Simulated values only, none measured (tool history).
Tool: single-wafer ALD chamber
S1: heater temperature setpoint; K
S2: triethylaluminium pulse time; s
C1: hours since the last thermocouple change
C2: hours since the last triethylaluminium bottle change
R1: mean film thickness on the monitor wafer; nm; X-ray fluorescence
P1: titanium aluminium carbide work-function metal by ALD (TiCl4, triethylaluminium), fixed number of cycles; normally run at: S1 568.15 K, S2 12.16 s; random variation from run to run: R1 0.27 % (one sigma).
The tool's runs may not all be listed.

{"run": 1, "hour": 7.6, "S1": 568.15, "S2": 12.16, "C1": 779.8, "C2": 505.0, "R1": 1.9653}
{"run": 2, "hour": 18.8, "S1": 568.15, "S2": 15.83, "C1": 791.0, "C2": 516.2, "R1": 1.9817}
{"hour": 22.3, "done": "thermocouple changed; heater temperature recalibrated"}
{"run": 3, "hour": 25.8, "S1": 568.15, "S2": 12.16, "C1": 3.6, "C2": 523.2, "R1": 1.9642}
{"run": 4, "hour": 38.3, "S1": 568.15, "S2": 12.16, "C1": 16.1, "C2": 535.7, "R1": 1.9641}
{"run": 5, "hour": 50.5, "S1": 592.15, "S2": 12.16, "C1": 28.3, "C2": 547.9, "R1": 2.1797}
{"run": 6, "hour": 58.6, "S1": 568.15, "S2": 12.16, "C1": 36.4, "C2": 556.0, "R1": 1.9674}
{"run": 7, "hour": 73.5, "S1": 584.15, "S2": 16.6, "C1": 51.3, "C2": 570.9, "R1": 2.1305}
{"run": 8, "hour": 86.2, "S1": 568.15, "S2": 4.6, "C1": 64.0, "C2": 583.6, "R1": 1.584}
{"run": 9, "hour": 95.1, "S1": 590.15, "S2": 8.03, "C1": 72.9, "C2": 592.5, "R1": 2.0539}
{"run": 10, "hour": 108.3, "S1": 555.15, "S2": 9.04, "C1": 86.1, "C2": 605.7, "R1": 1.802}
{"run": 11, "hour": 119.4, "S1": 553.15, "S2": 12.16, "C1": 97.2, "C2": 616.8, "R1": 1.8419}
{"run": 12, "hour": 134.1, "S1": 568.15, "S2": 12.16, "C1": 111.9, "C2": 631.5, "R1": 1.9663}

The next listed run, before its measurement:
{"run": 13, "hour": 141.9, "S1": 568.15, "S2": 12.16, "C1": 119.7, "C2": 639.3, "R1": "?"}

Run 13 gave R1 1.9546 nm.
